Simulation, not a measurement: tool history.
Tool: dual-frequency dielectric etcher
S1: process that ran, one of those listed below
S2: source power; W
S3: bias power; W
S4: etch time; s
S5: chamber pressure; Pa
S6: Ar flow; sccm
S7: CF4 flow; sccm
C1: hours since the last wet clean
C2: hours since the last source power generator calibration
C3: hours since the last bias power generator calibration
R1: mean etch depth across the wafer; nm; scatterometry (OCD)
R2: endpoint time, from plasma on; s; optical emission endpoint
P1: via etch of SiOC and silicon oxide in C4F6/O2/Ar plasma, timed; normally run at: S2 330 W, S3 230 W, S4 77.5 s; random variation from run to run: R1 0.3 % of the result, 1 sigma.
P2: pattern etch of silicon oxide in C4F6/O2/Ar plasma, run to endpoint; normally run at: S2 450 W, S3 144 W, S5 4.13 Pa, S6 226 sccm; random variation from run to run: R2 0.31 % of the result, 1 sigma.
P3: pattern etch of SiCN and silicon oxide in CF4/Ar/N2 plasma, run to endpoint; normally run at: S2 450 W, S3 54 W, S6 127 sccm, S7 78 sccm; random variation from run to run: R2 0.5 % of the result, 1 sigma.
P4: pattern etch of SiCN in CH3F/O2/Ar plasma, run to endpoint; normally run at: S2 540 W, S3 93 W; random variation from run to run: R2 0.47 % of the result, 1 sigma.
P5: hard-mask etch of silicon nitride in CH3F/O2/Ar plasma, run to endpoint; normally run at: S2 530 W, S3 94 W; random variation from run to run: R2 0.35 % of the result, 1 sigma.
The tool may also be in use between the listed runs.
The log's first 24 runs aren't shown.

| run | hour | S1 | S2 | S3 | S4 | S5 | S6 | S7 | C1 | C2 | C3 | R1 | R2 |
|---|---|---|---|---|---|---|---|---|---|---|---|---|---|
| 25 | 246.9 | P2 | 450 | 144 |  | 4.13 | 282 |  | 441 | 1131.7 | 1678.6 |  | 8.4653 |
| 26 | 253.3 | P1 | 330 | 230 | 77.5 |  |  |  | 447.4 | 1138.1 | 1685 | 88.147 |  |
| 27 | 262.4 | P4 | 740 | 93 |  |  |  |  | 456.5 | 1147.2 | 1694.1 |  | 22.871 |
| 28 | 271.8 | P5 | 530 | 74 |  |  |  |  | 465.9 | 1156.6 | 1703.5 |  | 39.517 |
| 29 | 279.1 | P1 | 330 | 162 | 53 |  |  |  | 473.2 | 1163.9 | 1710.8 | 53.334 |  |
| 30 | 289 | P5 | 530 | 94 |  |  |  |  | 483.1 | 1173.8 | 1720.7 |  | 36.494 |
| 31 | 299.5 | P3 | 580 | 54 |  |  | 127 | 78 | 493.6 | 1184.3 | 1731.2 |  | 8.8383 |
| 32 | 312.6 | P1 | 330 | 230 | 77.5 |  |  |  | 506.7 | 1197.4 | 1744.3 | 87.583 |  |
| 33 | 324.5 | P1 | 330 | 230 | 77.5 |  |  |  | 518.6 | 1209.3 | 1756.2 | 88.103 |  |

Run 34 comes next. What will it give?
| 34 | 334.4 | P1 | 330 | 230 | 77.5 |  |  |  | 528.5 | 1219.2 | 1766.1 | ? |  |

R1: 88.404 nm
